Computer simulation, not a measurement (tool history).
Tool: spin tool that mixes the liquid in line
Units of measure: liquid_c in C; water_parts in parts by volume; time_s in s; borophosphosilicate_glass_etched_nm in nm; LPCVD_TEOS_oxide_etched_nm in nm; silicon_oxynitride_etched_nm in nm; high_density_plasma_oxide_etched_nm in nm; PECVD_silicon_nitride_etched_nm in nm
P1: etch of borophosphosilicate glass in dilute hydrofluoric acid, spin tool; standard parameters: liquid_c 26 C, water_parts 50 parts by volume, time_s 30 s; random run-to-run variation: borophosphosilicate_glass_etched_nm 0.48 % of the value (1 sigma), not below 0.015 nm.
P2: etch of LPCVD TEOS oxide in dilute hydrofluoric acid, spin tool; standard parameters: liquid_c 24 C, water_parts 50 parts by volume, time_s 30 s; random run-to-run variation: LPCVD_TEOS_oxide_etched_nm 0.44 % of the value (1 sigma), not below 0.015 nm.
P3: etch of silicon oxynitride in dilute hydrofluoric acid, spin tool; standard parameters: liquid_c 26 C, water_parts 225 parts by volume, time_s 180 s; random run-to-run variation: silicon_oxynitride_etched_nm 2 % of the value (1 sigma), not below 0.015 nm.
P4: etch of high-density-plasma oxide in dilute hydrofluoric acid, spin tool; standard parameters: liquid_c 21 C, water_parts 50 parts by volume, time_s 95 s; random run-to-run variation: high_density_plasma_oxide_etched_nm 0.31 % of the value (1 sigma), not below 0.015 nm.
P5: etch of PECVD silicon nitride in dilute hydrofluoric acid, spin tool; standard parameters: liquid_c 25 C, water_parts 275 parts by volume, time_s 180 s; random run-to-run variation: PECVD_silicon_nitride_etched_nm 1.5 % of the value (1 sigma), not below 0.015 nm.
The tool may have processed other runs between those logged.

run	hour	process	liquid_c	water_parts	time_s	hours since the thermometer was replaced	hours since the hydrofluoric acid flow meter was replaced	borophosphosilicate_glass_etched_nm	LPCVD_TEOS_oxide_etched_nm	silicon_oxynitride_etched_nm	high_density_plasma_oxide_etched_nm	PECVD_silicon_nitride_etched_nm
1	3.4	P1	26	50	30	416.1	362.2	30.133				
2	8.6	P2	31	50	30	421.3	367.4		32.562			
3	13.4	P1	26	50	30	426.1	372.2	30.368				
4	18.8	P3	26	335	180	431.5	377.6			0.67334		
5	24.2	P3	33.5	225	180	436.9	383			1.491		
6	31	P2	24	50	55	443.7	389.8		44.957			
7	36.9	P2	24	50	30	449.6	395.7		24.532			
8	43.4	P1	34	50	30	456.1	402.2	41.163				
9	49	P4	21	50	95	461.7	407.8				9.11	
10	55.1	P1	31.5	25	30	467.8	413.9	77.551				
11	62.1	P5	17	275	180	474.8	420.9					0.95616
12	66.3	P1	26	30	30	479	425.1	51.517				
13	70.4	P3	26	225	180	483.1	429.2			1.0914		
14	76.6	P4	26	50	95	489.3	435.4				11.123	
15	81.2	P4	21	75	95	493.9	440				5.8319	
16	86.9	P3	26	225	295	499.6	445.7			1.7518		
17	91.5	P1	26	50	30	504.2	450.3	29.951				
18	98.2	P5	25	275	180	510.9	457					1.6681
19	104.4	P1	26	50	30	517.1	463.2	30.199				
20	110.5	P5	25	495	180	523.2	469.3					0.84834
21	114.2	P5	25	275	290	526.9	473					2.6335
22	118.4	P2	24	90	30	531.1	477.2		12.804			
23	123.9	P4	21	50	25	536.6	482.7				2.3922	
24	127.3	P1	20	50	30	540	486.1	23.453				
25	132.7	P1	26	50	55	545.4	491.5	55.214				
26	138.9	P1	26	50	15	551.6	497.7	14.97				
27	144.4	P1	26	50	30	557.1	503.2	30.087				
28	149.2	P1	26	75	30	561.9	508	19.408				
29	154.8	P1	18.5	50	15	567.5	513.6	10.957				
30	158.3	P1	19.5	50	15	571	517.1	11.465				
31	161.4	P1	26	50	30	574.1	520.2	29.921				
32	167.1	P1	26	50	30	579.8	525.9	31.652				
33	173.4	P1	26	50	30	586.1	532.2	32.163				
34	177.1	P1	26	50	30	589.8	535.9	32.337				
35	184	P1	26	50	30	596.7	542.8	32.809				
36	188	P1	26	50	30	600.7	546.8	32.674				
37	192.7	P1	26	50	30	605.4	551.5	32.801				

Something has made what P1 gives creep away from where it was; the 2 causes below, each at its own stated size, fit the log equally well:
A: hydrofluoric acid flow above the setpoint (%) = 8.31
B: liquid hotter than its thermometer reads (K) = 2.12
The drift started at roughly hour 161.4.

Below are 4 check runs, each averaged over 5 wafers, with their results shown as question marks. Which of them would give clearly different results depending on which cause is behind the drift?
check 1	197.4	P2	29	50	50				?			
check 2	197.4	P3	30	225	245					?		
check 3	197.4	P4	25.5	50	50						?	
check 4	197.4	P5	17	275	290							?

Predicted outcomes, by check and by cause:
check	result	if A	if B
check 1	LPCVD_TEOS_oxide_etched_nm	54.442	54.304
check 2	silicon_oxynitride_etched_nm	1.9663	1.9494
check 3	high_density_plasma_oxide_etched_nm	6.2498	6.2516
check 4	PECVD_silicon_nitride_etched_nm	1.6692	1.7766
Distance between the nearest two causes, measured in the result of the check that separates them most: check 1 0.25 %; check 2 0.86 %; check 3 0.03 %; check 4 6.23 %
Check 4 distinguishes between the causes, while the remaining checks would return nearly the same result for all of them.

Check 4 has now been run. It gave: PECVD_silicon_nitride_etched_nm 1.7914 nm. Which of the candidate causes is it?

It was cause B: liquid hotter than its thermometer reads (K).

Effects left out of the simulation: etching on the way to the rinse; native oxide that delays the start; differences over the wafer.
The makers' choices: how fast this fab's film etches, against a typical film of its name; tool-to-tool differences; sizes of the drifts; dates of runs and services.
